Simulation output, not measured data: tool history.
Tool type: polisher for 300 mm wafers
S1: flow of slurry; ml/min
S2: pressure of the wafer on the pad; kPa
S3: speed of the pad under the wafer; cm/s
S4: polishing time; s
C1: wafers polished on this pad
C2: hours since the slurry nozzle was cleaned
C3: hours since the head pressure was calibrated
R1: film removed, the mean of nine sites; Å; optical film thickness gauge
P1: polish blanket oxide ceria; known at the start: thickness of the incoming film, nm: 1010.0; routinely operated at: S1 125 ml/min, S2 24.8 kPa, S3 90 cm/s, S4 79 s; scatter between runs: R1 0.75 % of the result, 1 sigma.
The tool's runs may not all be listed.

Run 1, day 0.350: S1 125 ml/min, S2 24.8 kPa, S3 90 cm/s, S4 79 s; C1 718; C2 50.0; C3 162.7. Result: R1 3286.3 Å.
Run 2, day 0.521: S1 125 ml/min, S2 24.8 kPa, S3 52 cm/s, S4 79 s; C1 766; C2 54.1; C3 166.8. Result: R1 1889.3 Å.
Run 3, day 0.708: S1 125 ml/min, S2 24.8 kPa, S3 140 cm/s, S4 79 s; C1 819; C2 58.6; C3 171.3. Result: R1 5026.1 Å.
Run 4, day 1.058: S1 185 ml/min, S2 24.8 kPa, S3 90 cm/s, S4 79 s; C1 918; C2 67.0; C3 179.7. Result: R1 3530.2 Å.
Run 5, day 1.354: S1 125 ml/min, S2 24.8 kPa, S3 90 cm/s, S4 79 s; C1 1002; C2 74.1; C3 186.8. Result: R1 3308.2 Å.
Run 6, day 1.692: S1 125 ml/min, S2 24.8 kPa, S3 90 cm/s, S4 79 s; C1 1097; C2 82.2; C3 194.9. Result: R1 3252.9 Å.
Run 7, day 2.046: S1 125 ml/min, S2 24.8 kPa, S3 90 cm/s, S4 79 s; C1 1197; C2 90.7; C3 203.4. Result: R1 3297.8 Å.
Run 8, day 2.212: S1 125 ml/min, S2 24.8 kPa, S3 90 cm/s, S4 125 s; C1 1244; C2 94.7; C3 207.4. Result: R1 5183.8 Å.
Run 9, day 2.483: S1 125 ml/min, S2 24.8 kPa, S3 90 cm/s, S4 79 s; C1 1321; C2 101.2; C3 213.9. Result: R1 3258.6 Å.
Run 10, day 2.846: S1 125 ml/min, S2 13.1 kPa, S3 90 cm/s, S4 79 s; C1 1423; C2 109.9; C3 222.6. Result: R1 1700.5 Å.
Run 11, day 3.154: S1 125 ml/min, S2 39.3 kPa, S3 90 cm/s, S4 79 s; C1 1510; C2 117.3; C3 230.0. Result: R1 5220.5 Å.
Run 12, day 3.508: S1 125 ml/min, S2 24.8 kPa, S3 90 cm/s, S4 79 s; C1 1611; C2 125.8; C3 238.5. Result: R1 3192.3 Å.
Run 13, day 3.729: S1 125 ml/min, S2 33.1 kPa, S3 112 cm/s, S4 79 s; C1 1673; C2 131.1; C3 243.8. Result: R1 5393.5 Å.
Run 14, day 4.025: S1 125 ml/min, S2 24.8 kPa, S3 90 cm/s, S4 59 s; C1 1757; C2 138.2; C3 250.9. Result: R1 2404.1 Å.
Run 15, day 4.229: S1 75 ml/min, S2 24.8 kPa, S3 90 cm/s, S4 79 s; C1 1814; C2 143.1; C3 255.8. Result: R1 2831.6 Å.
Run 16, day 4.562: S1 125 ml/min, S2 24.8 kPa, S3 90 cm/s, S4 79 s; C1 1909; C2 151.1; C3 263.8. Result: R1 3251.5 Å.
Run 17, day 4.933: S1 125 ml/min, S2 24.8 kPa, S3 90 cm/s, S4 79 s; C1 2013; C2 160.0; C3 272.7. Result: R1 3216.8 Å.

What does the tool deliver on the next run?
Run 18, day 5.238: S1 125 ml/min, S2 24.8 kPa, S3 90 cm/s, S4 79 s; C1 2099; C2 167.3; C3 280.0. Result: R1 ?.

Run 18 yielded R1 3173.2 Å.
